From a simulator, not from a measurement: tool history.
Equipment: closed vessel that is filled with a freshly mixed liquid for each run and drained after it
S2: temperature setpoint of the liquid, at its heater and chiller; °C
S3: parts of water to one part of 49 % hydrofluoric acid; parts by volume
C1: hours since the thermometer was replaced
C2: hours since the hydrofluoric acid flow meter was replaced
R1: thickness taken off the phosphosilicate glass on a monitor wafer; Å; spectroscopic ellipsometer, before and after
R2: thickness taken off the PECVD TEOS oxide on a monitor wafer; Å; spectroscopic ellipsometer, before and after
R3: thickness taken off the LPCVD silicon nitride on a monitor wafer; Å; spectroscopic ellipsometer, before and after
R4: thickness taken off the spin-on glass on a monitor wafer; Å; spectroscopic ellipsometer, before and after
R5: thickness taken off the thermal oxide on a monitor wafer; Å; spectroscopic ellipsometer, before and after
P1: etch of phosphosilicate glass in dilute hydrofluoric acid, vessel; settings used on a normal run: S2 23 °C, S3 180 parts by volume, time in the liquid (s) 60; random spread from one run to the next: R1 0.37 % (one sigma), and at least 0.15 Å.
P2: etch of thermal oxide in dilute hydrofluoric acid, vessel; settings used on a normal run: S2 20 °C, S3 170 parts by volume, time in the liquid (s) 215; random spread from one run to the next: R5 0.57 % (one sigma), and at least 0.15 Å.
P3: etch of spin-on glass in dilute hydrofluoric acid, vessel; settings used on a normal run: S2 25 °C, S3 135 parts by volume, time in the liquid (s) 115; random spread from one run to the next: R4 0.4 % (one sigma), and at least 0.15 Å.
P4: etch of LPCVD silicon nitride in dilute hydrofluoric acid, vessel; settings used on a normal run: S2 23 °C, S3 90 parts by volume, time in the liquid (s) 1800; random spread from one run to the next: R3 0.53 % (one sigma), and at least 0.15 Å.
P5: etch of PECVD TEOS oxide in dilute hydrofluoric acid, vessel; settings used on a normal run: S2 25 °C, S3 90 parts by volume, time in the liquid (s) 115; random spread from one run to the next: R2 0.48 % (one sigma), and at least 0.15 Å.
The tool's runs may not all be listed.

{"run": 1, "day": 0.508, "process that ran": "P1", "S2": 23, "S3": 180, "time in the liquid (s)": 60, "C1": 364.4, "C2": 1100.8, "R1": 178.74}
{"run": 2, "day": 1.2, "process that ran": "P5", "S2": 32.5, "S3": 90, "time in the liquid (s)": 115, "C1": 381, "C2": 1117.4, "R2": 356.19}
{"run": 3, "day": 1.912, "process that ran": "P4", "S2": 23, "S3": 155, "time in the liquid (s)": 1800, "C1": 398.1, "C2": 1134.5, "R3": 56.053}
{"run": 4, "day": 2.317, "process that ran": "P4", "S2": 31, "S3": 90, "time in the liquid (s)": 1800, "C1": 407.8, "C2": 1144.2, "R3": 160.76}
{"run": 5, "day": 2.925, "process that ran": "P3", "S2": 25, "S3": 135, "time in the liquid (s)": 200, "C1": 422.4, "C2": 1158.8, "R4": 1005.6}
{"run": 6, "day": 3.717, "process that ran": "P5", "S2": 25, "S3": 125, "time in the liquid (s)": 115, "C1": 441.4, "C2": 1177.8, "R2": 183.73}
{"run": 7, "day": 4.096, "process that ran": "P2", "S2": 20, "S3": 170, "time in the liquid (s)": 340, "C1": 450.5, "C2": 1186.9, "R5": 75.894}
{"run": 8, "day": 4.783, "process that ran": "P2", "S2": 20, "S3": 170, "time in the liquid (s)": 215, "C1": 467, "C2": 1203.4, "R5": 47.923}
{"run": 9, "day": 5.417, "process that ran": "P3", "S2": 19.5, "S3": 135, "time in the liquid (s)": 115, "C1": 482.2, "C2": 1218.6, "R4": 467.52}
{"run": 10, "day": 5.904, "process that ran": "P2", "S2": 25, "S3": 170, "time in the liquid (s)": 215, "C1": 493.9, "C2": 1230.3, "R5": 58.493}
{"run": 11, "day": 6.612, "process that ran": "P4", "S2": 23, "S3": 90, "time in the liquid (s)": 1800, "C1": 510.9, "C2": 1247.3, "R3": 96.759}
{"run": 12, "day": 7.358, "process that ran": "P5", "S2": 25, "S3": 90, "time in the liquid (s)": 115, "C1": 528.8, "C2": 1265.2, "R2": 270.27}
{"run": 13, "day": 7.712, "process that ran": "P1", "S2": 19, "S3": 180, "time in the liquid (s)": 60, "C1": 537.3, "C2": 1273.7, "R1": 153.1}
{"run": 14, "day": 8.25, "process that ran": "P1", "S2": 23, "S3": 180, "time in the liquid (s)": 60, "C1": 550.2, "C2": 1286.6, "R1": 178.46}
{"run": 15, "day": 8.754, "process that ran": "P1", "S2": 23, "S3": 180, "time in the liquid (s)": 60, "C1": 562.3, "C2": 1298.7, "R1": 178.13}
{"run": 16, "day": 9.242, "process that ran": "P5", "S2": 25, "S3": 90, "time in the liquid (s)": 50, "C1": 574, "C2": 1310.4, "R2": 115.83}
{"run": 17, "day": 9.946, "process that ran": "P3", "S2": 25, "S3": 245, "time in the liquid (s)": 115, "C1": 590.9, "C2": 1327.3, "R4": 281.1}
{"run": 18, "day": 10.571, "process that ran": "P2", "S2": 20, "S3": 105, "time in the liquid (s)": 215, "C1": 605.9, "C2": 1342.3, "R5": 84.385}
{"run": 19, "day": 11.092, "process that ran": "P1", "S2": 17, "S3": 240, "time in the liquid (s)": 60, "C1": 618.4, "C2": 1354.8, "R1": 100.49}
{"run": 20, "day": 11.825, "process that ran": "P1", "S2": 23, "S3": 180, "time in the liquid (s)": 60, "C1": 636, "C2": 1372.4, "R1": 178.86}
{"run": 21, "day": 12.483, "process that ran": "P3", "S2": 25, "S3": 135, "time in the liquid (s)": 115, "C1": 651.8, "C2": 1388.2, "R4": 578.98}
{"run": 22, "day": 13.158, "process that ran": "P1", "S2": 23, "S3": 180, "time in the liquid (s)": 60, "C1": 668, "C2": 1404.4, "R1": 178.81}
{"run": 23, "day": 13.85, "process that ran": "P1", "S2": 23, "S3": 95, "time in the liquid (s)": 60, "C1": 684.6, "C2": 1421, "R1": 372.16}
{"run": 24, "day": 14.246, "process that ran": "P3", "S2": 25, "S3": 135, "time in the liquid (s)": 115, "C1": 694.1, "C2": 1430.5, "R4": 570.34}
{"run": 25, "day": 14.633, "process that ran": "P1", "S2": 23, "S3": 295, "time in the liquid (s)": 60, "C1": 703.4, "C2": 1439.8, "R1": 96.973}
{"run": 26, "day": 15.283, "process that ran": "P2", "S2": 20, "S3": 170, "time in the liquid (s)": 215, "C1": 719, "C2": 1455.4, "R5": 47.871}
{"run": 27, "day": 15.979, "process that ran": "P1", "S2": 23, "S3": 180, "time in the liquid (s)": 30, "C1": 735.7, "C2": 1472.1, "R1": 89.159}
{"run": 28, "day": 16.612, "process that ran": "P5", "S2": 25, "S3": 90, "time in the liquid (s)": 115, "C1": 750.9, "C2": 1487.3, "R2": 269.9}
{"run": 29, "day": 17.392, "process that ran": "P4", "S2": 23, "S3": 90, "time in the liquid (s)": 625, "C1": 769.6, "C2": 1506, "R3": 33.862}
{"run": 30, "day": 17.975, "process that ran": "P1", "S2": 23, "S3": 180, "time in the liquid (s)": 110, "C1": 783.6, "C2": 1520, "R1": 325.61}
{"run": 31, "day": 18.404, "process that ran": "P4", "S2": 23, "S3": 90, "time in the liquid (s)": 1800, "C1": 793.9, "C2": 1530.3, "R3": 96.294}
{"run": 32, "day": 18.812, "process that ran": "P1", "S2": 29.5, "S3": 180, "time in the liquid (s)": 60, "C1": 803.7, "C2": 1540.1, "R1": 225.99}
{"run": 33, "day": 19.229, "process that ran": "P1", "S2": 23, "S3": 180, "time in the liquid (s)": 60, "C1": 813.7, "C2": 1550.1, "R1": 177.96}
{"run": 34, "day": 19.608, "process that ran": "P1", "S2": 23, "S3": 180, "time in the liquid (s)": 60, "C1": 822.8, "C2": 1559.2, "R1": 175.3}
{"run": 35, "day": 19.983, "process that ran": "P1", "S2": 23, "S3": 180, "time in the liquid (s)": 60, "C1": 831.8, "C2": 1568.2, "R1": 173.25}
{"run": 36, "day": 20.792, "process that ran": "P1", "S2": 23, "S3": 180, "time in the liquid (s)": 60, "C1": 851.2, "C2": 1587.6, "R1": 170.82}
{"run": 37, "day": 21.45, "process that ran": "P1", "S2": 23, "S3": 180, "time in the liquid (s)": 60, "C1": 867, "C2": 1603.4, "R1": 169.63}
{"run": 38, "day": 22.258, "process that ran": "P1", "S2": 23, "S3": 180, "time in the liquid (s)": 60, "C1": 886.4, "C2": 1622.8, "R1": 168.32}
{"run": 39, "day": 22.879, "process that ran": "P1", "S2": 23, "S3": 180, "time in the liquid (s)": 60, "C1": 901.3, "C2": 1637.7, "R1": 169.17}
{"run": 40, "day": 23.621, "process that ran": "P1", "S2": 23, "S3": 180, "time in the liquid (s)": 60, "C1": 919.1, "C2": 1655.5, "R1": 168.78}
{"run": 41, "day": 24.046, "process that ran": "P1", "S2": 23, "S3": 180, "time in the liquid (s)": 60, "C1": 929.3, "C2": 1665.7, "R1": 168.16}
{"run": 42, "day": 24.567, "process that ran": "P1", "S2": 23, "S3": 180, "time in the liquid (s)": 60, "C1": 941.8, "C2": 1678.2, "R1": 168.1}

What P1 gives has crept off from where it sat before. The 2 causes that follow fit the log equally well, each at the size noted:
A: liquid colder than its thermometer reads (K) = 1.54
B: hydrofluoric acid flow below the setpoint (%) = 4.77
The creep began at about day 19.229.

The check runs listed below each take one wafer, and their results are still question marks. Under which run would the listed causes lead to clearly different results?
{"run": "check 1", "day": 25.088, "process that ran": "P4", "S2": 28.5, "S3": 90, "time in the liquid (s)": 1005, "R3": "?"}
{"run": "check 2", "day": 25.088, "process that ran": "P3", "S2": 25, "S3": 195, "time in the liquid (s)": 115, "R4": "?"}
{"run": "check 3", "day": 25.088, "process that ran": "P5", "S2": 25, "S3": 125, "time in the liquid (s)": 115, "R2": "?"}
{"run": "check 4", "day": 25.088, "process that ran": "P2", "S2": 24.5, "S3": 115, "time in the liquid (s)": 215, "R5": "?"}

What every check run would give for each of its results, assuming each possible cause in turn:
check=check_1 result=R3 if_A=69.781 if_B=73.363
check=check_2 result=R4 if_A=351.37 if_B=350.43
check=check_3 result=R2 if_A=174.65 if_B=175.24
check=check_4 result=R5 if_A=84.873 if_B=85.27
Gap, in per cent, between the two causes that each check separates least, read from the result that separates them most: check 1 5.01 %; check 2 0.27 %; check 3 0.34 %; check 4 0.47 %
The other checks would show nearly matching results whichever cause is true, so check 1 is the only one that separates the causes.

Running check 1 produced the following: R3 69.762 Å. Which one of the listed causes fits?

It is A: liquid colder than its thermometer reads (K).

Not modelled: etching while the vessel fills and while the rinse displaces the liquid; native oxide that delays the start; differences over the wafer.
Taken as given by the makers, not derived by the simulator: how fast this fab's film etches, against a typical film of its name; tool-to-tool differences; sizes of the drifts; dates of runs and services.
